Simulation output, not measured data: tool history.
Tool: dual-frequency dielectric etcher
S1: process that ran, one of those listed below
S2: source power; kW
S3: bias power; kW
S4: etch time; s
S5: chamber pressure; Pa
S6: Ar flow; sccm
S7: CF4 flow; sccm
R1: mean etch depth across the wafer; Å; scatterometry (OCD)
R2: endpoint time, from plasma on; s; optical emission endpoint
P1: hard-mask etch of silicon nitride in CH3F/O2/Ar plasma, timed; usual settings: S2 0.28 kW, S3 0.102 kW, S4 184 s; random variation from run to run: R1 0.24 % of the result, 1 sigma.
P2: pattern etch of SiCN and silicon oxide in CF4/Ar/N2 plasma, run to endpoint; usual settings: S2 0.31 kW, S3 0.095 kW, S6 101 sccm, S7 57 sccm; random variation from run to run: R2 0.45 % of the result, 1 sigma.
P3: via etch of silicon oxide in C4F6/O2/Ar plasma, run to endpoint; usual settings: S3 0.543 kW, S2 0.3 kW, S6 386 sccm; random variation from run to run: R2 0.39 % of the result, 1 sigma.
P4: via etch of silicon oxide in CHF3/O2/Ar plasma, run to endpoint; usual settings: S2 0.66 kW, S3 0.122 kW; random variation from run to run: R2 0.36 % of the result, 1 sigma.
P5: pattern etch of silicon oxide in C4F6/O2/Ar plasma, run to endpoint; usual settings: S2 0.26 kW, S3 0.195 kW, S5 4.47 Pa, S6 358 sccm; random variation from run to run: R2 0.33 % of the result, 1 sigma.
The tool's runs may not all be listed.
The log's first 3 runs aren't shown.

run   hour  S1    S2     S3     S4    S5   S6  S7      R1      R2
  4     24  P1  0.28  0.102    184                 1277.2
  5   30.1  P4  0.66  0.122                                 406.5
  6   37.4  P5  0.26  0.195         4.47  358              16.218
  7   42.1  P1  0.28  0.102    184                 1280.3
  8   47.8  P5  0.33  0.195         4.47  358              14.811
  9   55.8  P1  0.28  0.102  269.5                 1864.8
 10   62.2  P3  0.43  0.543               386              30.037
 11   70.3  P2  0.31  0.124               101  57          18.458
 12   74.5  P2  0.31  0.095                66  57          19.311
 13   82.5  P5  0.26  0.195         4.47  244              15.552
 14   88.6  P3   0.3  0.543               386              34.369
 15   96.3  P3   0.3  0.543               297              33.422
 16  102.5  P2  0.38  0.095               101  57           16.91
 17  109.7  P1  0.28  0.102    109                 755.94
 18  116.4  P1  0.28  0.132    184                 1403.2
 19  121.9  P4  0.86  0.122                                365.39
 20  126.5  P2  0.31  0.095               101  57          20.222
 21  133.2  P1  0.28  0.082    184                 1180.5
 22  139.1  P5  0.26  0.277         4.47  358              14.342
 23  147.7  P2  0.31  0.095               101  75          19.559
 24  153.8  P1  0.28  0.102    184                 1277.6
 25    159  P1  0.19  0.063    184                 929.51
 26  164.5  P5  0.26  0.195          5.6  358              16.757
 27  172.3  P3   0.3  0.335               386              41.182
 28  180.4  P1  0.21  0.102    184                 1149.7

The next listed run, before its measurement:
 29   186  P3  0.3  0.543          386           ?

R2: 34.429 s

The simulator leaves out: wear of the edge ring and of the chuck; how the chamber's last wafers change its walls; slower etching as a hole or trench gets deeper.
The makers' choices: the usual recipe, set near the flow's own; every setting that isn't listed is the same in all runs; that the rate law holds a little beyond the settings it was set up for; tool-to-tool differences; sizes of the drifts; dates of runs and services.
